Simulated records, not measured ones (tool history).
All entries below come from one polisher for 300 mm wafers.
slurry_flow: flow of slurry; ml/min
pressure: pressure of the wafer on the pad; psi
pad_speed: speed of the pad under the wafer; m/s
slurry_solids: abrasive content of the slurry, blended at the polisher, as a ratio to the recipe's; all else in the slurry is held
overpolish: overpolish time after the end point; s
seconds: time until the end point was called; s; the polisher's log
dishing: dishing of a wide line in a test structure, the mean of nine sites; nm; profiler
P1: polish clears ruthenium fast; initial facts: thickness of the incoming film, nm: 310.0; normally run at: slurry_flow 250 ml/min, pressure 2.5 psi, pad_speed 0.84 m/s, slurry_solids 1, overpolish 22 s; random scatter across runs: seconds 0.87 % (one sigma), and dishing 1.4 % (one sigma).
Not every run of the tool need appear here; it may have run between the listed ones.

{"run": 1, "day": 0.375, "slurry_flow": 250, "pressure": 2.5, "pad_speed": 0.84, "slurry_solids": 1, "overpolish": 22, "seconds": 112.58, "dishing": 45.639}
{"run": 2, "day": 1.075, "slurry_flow": 155, "pressure": 2.5, "pad_speed": 0.84, "slurry_solids": 1, "overpolish": 22, "seconds": 120.11, "dishing": 42.826}
{"run": 3, "day": 1.579, "slurry_flow": 250, "pressure": 1.3, "pad_speed": 0.84, "slurry_solids": 1, "overpolish": 22, "seconds": 219.84, "dishing": 25.408}
{"run": 4, "day": 2.325, "slurry_flow": 250, "pressure": 2.5, "pad_speed": 1.3, "slurry_solids": 1, "overpolish": 22, "seconds": 72.867, "dishing": 62.654}
{"run": 5, "day": 3.096, "slurry_flow": 250, "pressure": 2.5, "pad_speed": 0.84, "slurry_solids": 1, "overpolish": 22, "seconds": 114.28, "dishing": 45.33}
{"run": 6, "day": 3.842, "slurry_flow": 250, "pressure": 2.5, "pad_speed": 0.84, "slurry_solids": 1, "overpolish": 22, "seconds": 114.12, "dishing": 45.996}
{"run": 7, "day": 4.229, "slurry_flow": 250, "pressure": 2.5, "pad_speed": 0.84, "slurry_solids": 1, "overpolish": 22, "seconds": 113.47, "dishing": 45.328}
{"run": 8, "day": 4.638, "slurry_flow": 250, "pressure": 4, "pad_speed": 0.84, "slurry_solids": 1, "overpolish": 22, "seconds": 72.327, "dishing": 63.87}
{"run": 9, "day": 5.379, "slurry_flow": 250, "pressure": 2.5, "pad_speed": 0.84, "slurry_solids": 1, "overpolish": 22, "seconds": 112.82, "dishing": 45.1}
{"run": 10, "day": 5.988, "slurry_flow": 165, "pressure": 2.5, "pad_speed": 0.84, "slurry_solids": 1, "overpolish": 11, "seconds": 118.69, "dishing": 23.806}
{"run": 11, "day": 6.538, "slurry_flow": 395, "pressure": 2.5, "pad_speed": 0.84, "slurry_solids": 1, "overpolish": 22, "seconds": 108.52, "dishing": 47.821}
{"run": 12, "day": 7.233, "slurry_flow": 250, "pressure": 2.5, "pad_speed": 0.84, "slurry_solids": 1, "overpolish": 7, "seconds": 113.37, "dishing": 16.512}
{"run": 13, "day": 7.838, "slurry_flow": 250, "pressure": 2.5, "pad_speed": 0.84, "slurry_solids": 1.3, "overpolish": 22, "seconds": 101.2, "dishing": 48.98}
{"run": 14, "day": 8.562, "slurry_flow": 250, "pressure": 2.5, "pad_speed": 0.84, "slurry_solids": 1, "overpolish": 22, "seconds": 113.77, "dishing": 44.641}
{"run": 15, "day": 9.129, "slurry_flow": 170, "pressure": 2.5, "pad_speed": 0.84, "slurry_solids": 0.7, "overpolish": 22, "seconds": 142.42, "dishing": 37.459}
{"run": 16, "day": 9.738, "slurry_flow": 250, "pressure": 2.5, "pad_speed": 0.84, "slurry_solids": 0.55, "overpolish": 22, "seconds": 154.59, "dishing": 34.674}
{"run": 17, "day": 10.204, "slurry_flow": 310, "pressure": 1.8, "pad_speed": 0.84, "slurry_solids": 1, "overpolish": 22, "seconds": 154.05, "dishing": 34.769}
{"day": 10.242, "done": "head pressure recalibrated"}
{"run": 18, "day": 10.979, "slurry_flow": 250, "pressure": 2.5, "pad_speed": 0.84, "slurry_solids": 1, "overpolish": 39, "seconds": 115.21, "dishing": 69.241}
{"run": 19, "day": 11.388, "slurry_flow": 250, "pressure": 2.5, "pad_speed": 0.38, "slurry_solids": 1, "overpolish": 22, "seconds": 253.73, "dishing": 22.731}
{"run": 20, "day": 11.8, "slurry_flow": 250, "pressure": 2.5, "pad_speed": 0.84, "slurry_solids": 1, "overpolish": 22, "seconds": 114.3, "dishing": 45.512}
{"run": 21, "day": 12.392, "slurry_flow": 250, "pressure": 2.5, "pad_speed": 0.84, "slurry_solids": 1, "overpolish": 22, "seconds": 119.88, "dishing": 44.573}

What does the tool deliver on the next run?
{"run": 22, "day": 12.742, "slurry_flow": 250, "pressure": 2.5, "pad_speed": 0.84, "slurry_solids": 1, "overpolish": 22, "seconds": "?", "dishing": "?"}

{"run 22": {"seconds": 121.15, "dishing": 43.393}}

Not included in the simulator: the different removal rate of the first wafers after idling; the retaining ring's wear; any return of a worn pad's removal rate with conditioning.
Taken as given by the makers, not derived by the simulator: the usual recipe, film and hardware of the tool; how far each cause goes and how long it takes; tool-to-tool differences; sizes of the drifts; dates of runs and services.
